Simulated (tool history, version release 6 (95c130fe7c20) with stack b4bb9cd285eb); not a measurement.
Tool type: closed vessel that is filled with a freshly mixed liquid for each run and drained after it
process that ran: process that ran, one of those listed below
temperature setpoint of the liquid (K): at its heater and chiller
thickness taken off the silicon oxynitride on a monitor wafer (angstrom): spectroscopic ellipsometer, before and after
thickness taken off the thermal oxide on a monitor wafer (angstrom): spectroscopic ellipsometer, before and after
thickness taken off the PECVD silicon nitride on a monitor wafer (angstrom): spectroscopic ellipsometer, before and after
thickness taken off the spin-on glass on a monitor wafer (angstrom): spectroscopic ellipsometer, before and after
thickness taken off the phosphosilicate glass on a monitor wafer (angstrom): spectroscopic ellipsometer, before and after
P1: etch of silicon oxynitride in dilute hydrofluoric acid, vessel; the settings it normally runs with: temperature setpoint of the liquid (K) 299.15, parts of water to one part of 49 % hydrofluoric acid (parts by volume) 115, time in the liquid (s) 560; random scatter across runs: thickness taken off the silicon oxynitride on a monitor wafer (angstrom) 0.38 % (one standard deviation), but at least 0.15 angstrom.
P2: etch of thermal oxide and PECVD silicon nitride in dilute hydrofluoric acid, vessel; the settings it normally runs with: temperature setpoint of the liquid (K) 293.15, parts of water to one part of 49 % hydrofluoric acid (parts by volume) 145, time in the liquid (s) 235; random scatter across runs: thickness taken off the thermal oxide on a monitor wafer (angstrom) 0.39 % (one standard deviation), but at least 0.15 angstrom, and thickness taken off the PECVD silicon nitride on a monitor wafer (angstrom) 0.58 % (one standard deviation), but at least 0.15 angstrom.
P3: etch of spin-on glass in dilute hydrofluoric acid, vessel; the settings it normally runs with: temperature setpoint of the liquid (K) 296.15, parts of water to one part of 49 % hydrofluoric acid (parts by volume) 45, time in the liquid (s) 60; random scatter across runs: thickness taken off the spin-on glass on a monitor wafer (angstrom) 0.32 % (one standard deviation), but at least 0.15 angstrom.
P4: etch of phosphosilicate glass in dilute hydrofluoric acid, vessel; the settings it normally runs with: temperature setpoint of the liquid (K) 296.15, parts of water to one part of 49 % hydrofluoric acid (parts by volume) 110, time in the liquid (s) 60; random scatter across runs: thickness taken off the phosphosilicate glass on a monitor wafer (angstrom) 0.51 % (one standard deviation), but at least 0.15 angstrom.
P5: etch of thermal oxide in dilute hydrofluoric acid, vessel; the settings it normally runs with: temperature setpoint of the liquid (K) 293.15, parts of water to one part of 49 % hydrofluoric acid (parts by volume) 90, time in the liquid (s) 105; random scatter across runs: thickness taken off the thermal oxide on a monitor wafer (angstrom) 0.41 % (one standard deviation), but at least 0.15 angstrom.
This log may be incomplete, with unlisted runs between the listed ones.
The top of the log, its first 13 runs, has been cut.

| run | hour | process that ran | temperature setpoint of the liquid (K) | parts of water to one part of 49 % hydrofluoric acid (parts by volume) | time in the liquid (s) | hours since the thermometer was replaced | hours since the hydrofluoric acid flow meter was replaced | thickness taken off the silicon oxynitride on a monitor wafer (angstrom) | thickness taken off the thermal oxide on a monitor wafer (angstrom) | thickness taken off the PECVD silicon nitride on a monitor wafer (angstrom) | thickness taken off the spin-on glass on a monitor wafer (angstrom) | thickness taken off the phosphosilicate glass on a monitor wafer (angstrom) |
|---|---|---|---|---|---|---|---|---|---|---|---|---|
| 14 | 50.4 | P1 | 299.15 | 115 | 840 | 17.7 | 307 | 115.18 |  |  |  |  |
| 15 | 54.7 | P1 | 299.15 | 115 | 560 | 22 | 311.3 | 76.488 |  |  |  |  |
| 16 | 59 | P1 | 305.65 | 115 | 560 | 26.3 | 315.6 | 102.32 |  |  |  |  |
| 17 | 62.5 | P4 | 296.15 | 110 | 30 | 29.8 | 319.1 |  |  |  |  | 163.15 |
| 18 | 67.2 | P5 | 293.15 | 90 | 30 | 34.5 | 323.8 |  | 14.153 |  |  |  |
| 19 | 70.5 | P1 | 299.15 | 30 | 560 | 37.8 | 327.1 | 317.11 |  |  |  |  |
| 20 | 74.6 | P2 | 293.15 | 65 | 235 | 41.9 | 331.2 |  | 147.74 | 92.664 |  |  |
| 21 | 76.7 | P1 | 299.15 | 115 | 105 | 44 | 333.3 | 14.214 |  |  |  |  |
| 22 | 80.8 | P1 | 299.15 | 115 | 560 | 48.1 | 337.4 | 76.982 |  |  |  |  |
| 23 | 85.6 | P1 | 294.15 | 115 | 560 | 52.9 | 342.2 | 60.273 |  |  |  |  |
| 24 | 88.4 | P4 | 290.15 | 110 | 60 | 55.7 | 345 |  |  |  |  | 253.87 |
| 25 | 90.9 | P4 | 296.15 | 25 | 60 | 58.2 | 347.5 |  |  |  |  | 1583 |
| 26 | 93.7 | P2 | 293.15 | 145 | 380 | 61 | 350.3 |  | 97.916 | 67.303 |  |  |
| 27 | 98.4 | P1 | 299.15 | 180 | 560 | 65.7 | 355 | 46.593 |  |  |  |  |
| 28 | 102.1 | P4 | 296.15 | 110 | 60 | 69.4 | 358.7 |  |  |  |  | 324.93 |
| 29 | 105.3 | P3 | 296.15 | 45 | 60 | 72.6 | 361.9 |  |  |  | 491.83 |  |
| 30 | 108.4 | P5 | 293.15 | 90 | 105 | 75.7 | 365 |  | 49.02 |  |  |  |
| 31 | 112.2 | P1 | 305.15 | 205 | 560 | 79.5 | 368.8 | 51.263 |  |  |  |  |
| 32 | 117 | P4 | 296.15 | 110 | 60 | 84.3 | 373.6 |  |  |  |  | 322.62 |
| 33 | 119.2 | P1 | 299.15 | 115 | 560 | 86.5 | 375.8 | 75.813 |  |  |  |  |
| 34 | 122.9 | P1 | 299.15 | 115 | 560 | 90.2 | 379.5 | 74.149 |  |  |  |  |
| 35 | 125.7 | P1 | 299.15 | 115 | 560 | 93 | 382.3 | 72.533 |  |  |  |  |

Run 36 comes next. What will it give?
| 36 | 129.6 | P1 | 299.15 | 115 | 560 | 96.9 | 386.2 | ? |  |  |  |  |

thickness taken off the silicon oxynitride on a monitor wafer (angstrom): 71.539
